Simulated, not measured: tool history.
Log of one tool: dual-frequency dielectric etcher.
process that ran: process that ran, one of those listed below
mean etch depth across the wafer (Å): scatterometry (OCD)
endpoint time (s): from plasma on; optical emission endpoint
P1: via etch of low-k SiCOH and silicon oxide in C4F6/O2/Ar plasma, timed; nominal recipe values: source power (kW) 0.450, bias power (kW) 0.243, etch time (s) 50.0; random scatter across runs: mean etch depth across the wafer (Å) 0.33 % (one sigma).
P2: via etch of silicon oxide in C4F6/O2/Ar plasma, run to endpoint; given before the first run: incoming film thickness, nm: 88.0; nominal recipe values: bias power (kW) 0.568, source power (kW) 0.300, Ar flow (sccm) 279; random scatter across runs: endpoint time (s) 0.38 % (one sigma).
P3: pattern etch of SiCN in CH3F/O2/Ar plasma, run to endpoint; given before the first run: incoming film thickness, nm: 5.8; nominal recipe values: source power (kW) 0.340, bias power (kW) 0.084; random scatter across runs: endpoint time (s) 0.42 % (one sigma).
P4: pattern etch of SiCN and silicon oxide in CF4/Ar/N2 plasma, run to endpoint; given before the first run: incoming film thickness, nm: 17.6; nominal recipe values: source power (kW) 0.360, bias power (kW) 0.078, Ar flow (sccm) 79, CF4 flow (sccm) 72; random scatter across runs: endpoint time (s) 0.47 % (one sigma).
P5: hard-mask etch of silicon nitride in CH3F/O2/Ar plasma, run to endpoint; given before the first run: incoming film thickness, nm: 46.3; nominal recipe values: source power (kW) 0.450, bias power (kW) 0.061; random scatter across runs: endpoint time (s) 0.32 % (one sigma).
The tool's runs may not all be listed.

| run | hour | process that ran | source power (kW) | bias power (kW) | etch time (s) | Ar flow (sccm) | CF4 flow (sccm) | hours since the last wet clean | hours since the last source power generator calibration | hours since the last bias power generator calibration | mean etch depth across the wafer (Å) | endpoint time (s) |
|---|---|---|---|---|---|---|---|---|---|---|---|---|
| 1 | 8.2 | P1 | 0.450 | 0.243 | 50.0 |  |  | 272.3 | 2287.3 | 1789.5 | 1628.10 |  |
| 2 | 13.8 | P1 | 0.450 | 0.243 | 50.0 |  |  | 277.9 | 2292.9 | 1795.1 | 1624.10 |  |
| 3 | 20.4 | P2 | 0.300 | 0.568 |  | 343 |  | 284.5 | 2299.5 | 1801.7 |  | 20.103 |
| 4 | 28.1 | P4 | 0.360 | 0.078 |  | 79 | 72 | 292.2 | 2307.2 | 1809.4 |  | 23.536 |
| 5 | 36.1 | P1 | 0.450 | 0.243 | 50.0 |  |  | 300.2 | 2315.2 | 1817.4 | 1625.20 |  |
| 6 | 41.8 | P4 | 0.360 | 0.078 |  | 47 | 72 | 305.9 | 2320.9 | 1823.1 |  | 21.976 |
| 7 | 47.6 | P2 | 0.300 | 0.679 |  | 279 |  | 311.7 | 2326.7 | 1828.9 |  | 18.286 |
| 8 | 54.3 | P1 | 0.590 | 0.243 | 60.5 |  |  | 318.4 | 2333.4 | 1835.6 | 2186.20 |  |
| 9 | 61.7 | P5 | 0.450 | 0.061 |  |  |  | 325.8 | 2340.8 | 1843.0 |  | 65.743 |
| 10 | 68.4 | P2 | 0.300 | 0.568 |  | 279 |  | 332.5 | 2347.5 | 1849.7 |  | 19.616 |
| 11 | 76.0 | P1 | 0.450 | 0.297 | 50.0 |  |  | 340.1 | 2355.1 | 1857.3 | 1737.10 |  |
| 12 | 81.4 | P3 | 0.440 | 0.084 |  |  |  | 345.5 | 2360.5 | 1862.7 |  | 14.064 |
| 13 | 86.6 | P3 | 0.340 | 0.084 |  |  |  | 350.7 | 2365.7 | 1867.9 |  | 15.382 |
| 14 | 95.0 | P4 | 0.220 | 0.078 |  | 79 | 72 | 359.1 | 2374.1 | 1876.3 |  | 35.981 |
| 15 | 102.8 | P1 | 0.450 | 0.183 | 34.0 |  |  | 366.9 | 2381.9 | 1884.1 | 1007.80 |  |
| 16 | 109.2 | P5 | 0.280 | 0.061 |  |  |  | 373.3 | 2388.3 | 1890.5 |  | 79.304 |
| 17 | 117.2 | P1 | 0.600 | 0.243 | 50.0 |  |  | 381.3 | 2396.3 | 1898.5 | 1810.20 |  |
| 18 | 124.2 | P1 | 0.450 | 0.243 | 50.0 |  |  | 388.3 | 2403.3 | 1905.5 | 1623.10 |  |
| 19 | 133.1 | P1 | 0.450 | 0.243 | 27.5 |  |  | 397.2 | 2412.2 | 1914.4 | 897.77 |  |
| 20 | 141.5 | P4 | 0.360 | 0.078 |  | 79 | 72 | 405.6 | 2420.6 | 1922.8 |  | 23.139 |
| 21 | 147.7 | P4 | 0.360 | 0.099 |  | 79 | 72 | 411.8 | 2426.8 | 1929.0 |  | 21.546 |
| 22 | 152.8 | P5 | 0.450 | 0.061 |  |  |  | 416.9 | 2431.9 | 1934.1 |  | 65.797 |
| 23 | 158.7 | P1 | 0.450 | 0.163 | 50.0 |  |  | 422.8 | 2437.8 | 1940.0 | 1426.20 |  |
| 24 | 165.6 | P3 | 0.340 | 0.112 |  |  |  | 429.7 | 2444.7 | 1946.9 |  | 13.844 |
| 25 | 171.4 | P1 | 0.310 | 0.243 | 50.0 |  |  | 435.5 | 2450.5 | 1952.7 | 1409.70 |  |
| 26 | 179.9 | P3 | 0.340 | 0.084 |  |  |  | 444.0 | 2459.0 | 1961.2 |  | 15.407 |
| 27 | 186.8 | P1 | 0.570 | 0.243 | 61.0 |  |  | 450.9 | 2465.9 | 1968.1 | 2181.30 |  |
| 28 | 195.5 | P2 | 0.390 | 0.568 |  | 279 |  | 459.6 | 2474.6 | 1976.8 |  | 17.908 |
| 29 | 203.4 | P1 | 0.450 | 0.243 | 50.0 |  |  | 467.5 | 2482.5 | 1984.7 | 1624.20 |  |
| 30 | 212.7 | P1 | 0.450 | 0.243 | 62.0 |  |  | 476.8 | 2491.8 | 1994.0 | 2021.40 |  |
| 31 | 222.0 | P5 | 0.450 | 0.080 |  |  |  | 486.1 | 2501.1 | 2003.3 |  | 60.225 |
| 32 | 229.7 | P4 | 0.360 | 0.078 |  | 79 | 91 | 493.8 | 2508.8 | 2011.0 |  | 22.539 |
| 33 | 234.9 | P1 | 0.450 | 0.243 | 50.0 |  |  | 499.0 | 2514.0 | 2016.2 | 1623.40 |  |
| 34 | 239.0 | P1 | 0.450 | 0.243 | 50.0 |  |  | 503.1 | 2518.1 | 2020.3 | 1608.50 |  |
| 35 | 243.5 | P1 | 0.450 | 0.243 | 50.0 |  |  | 507.6 | 2522.6 | 2024.8 | 1610.10 |  |
| 36 | 250.7 | P1 | 0.450 | 0.243 | 50.0 |  |  | 514.8 | 2529.8 | 2032.0 | 1608.40 |  |
| 37 | 255.2 | P1 | 0.450 | 0.243 | 50.0 |  |  | 519.3 | 2534.3 | 2036.5 | 1602.00 |  |
| 38 | 263.2 | P1 | 0.450 | 0.243 | 50.0 |  |  | 527.3 | 2542.3 | 2044.5 | 1606.00 |  |
| 39 | 271.3 | P1 | 0.450 | 0.243 | 50.0 |  |  | 535.4 | 2550.4 | 2052.6 | 1597.30 |  |
|  | 271.7 | wet clean of the chamber |
| 40 | 280.2 | P1 | 0.450 | 0.243 | 50.0 |  |  | 8.5 | 2559.3 | 2061.5 | 1609.40 |  |
| 41 | 285.8 | P1 | 0.450 | 0.243 | 50.0 |  |  | 14.1 | 2564.9 | 2067.1 | 1598.40 |  |

P1 no longer gives what it gave before; its output has crept away from where it was. The following 2 causes, each at its listed size, fit the log equally well:
A: bias power that arrives under what is set, % = 4.85
B: source power that arrives under what is set, % = 4.21
Creep in the process output first set in at about hour 234.9.
The rest of the possible causes, and what rules out each one:
chamber walls in a state that lowers the etch rate, %: work on it at hour 271.7, done after the drift set in, did not restore what the process gave before

You are offered 4 check runs, listed below with question marks in place of their results; each one averages 3 wafers. Which run separates the listed causes by giving clearly different results for each?
| check 1 | 291.4 | P2 | 0.300 | 0.568 |  | 279 |  |  |  |  |  | ? |
| check 2 | 291.4 | P5 | 0.450 | 0.061 |  |  |  |  |  |  |  | ? |
| check 3 | 291.4 | P4 | 0.360 | 0.078 |  | 79 | 72 |  |  |  |  | ? |
| check 4 | 291.4 | P3 | 0.340 | 0.084 |  |  |  |  |  |  |  | ? |

How each check would come out, cause by cause:
| check | result | if A | if B |
|---|---|---|---|
| check 1 | endpoint time (s) | 20.029 | 19.961 |
| check 2 | endpoint time (s) | 67.042 | 67.071 |
| check 3 | endpoint time (s) | 23.719 | 24.231 |
| check 4 | endpoint time (s) | 15.690 | 15.653 |
Per-check spread between the two closest causes, in the result where they differ most: check 1 0.34 %; check 2 0.04 %; check 3 2.13 %; check 4 0.23 %
Check 3 tells the causes apart: in the others they would give nearly the same result.

After running check 3, the following was obtained: endpoint time (s) 24.160. Which cause does this point to?

It is B: source power that arrives under what is set, %.

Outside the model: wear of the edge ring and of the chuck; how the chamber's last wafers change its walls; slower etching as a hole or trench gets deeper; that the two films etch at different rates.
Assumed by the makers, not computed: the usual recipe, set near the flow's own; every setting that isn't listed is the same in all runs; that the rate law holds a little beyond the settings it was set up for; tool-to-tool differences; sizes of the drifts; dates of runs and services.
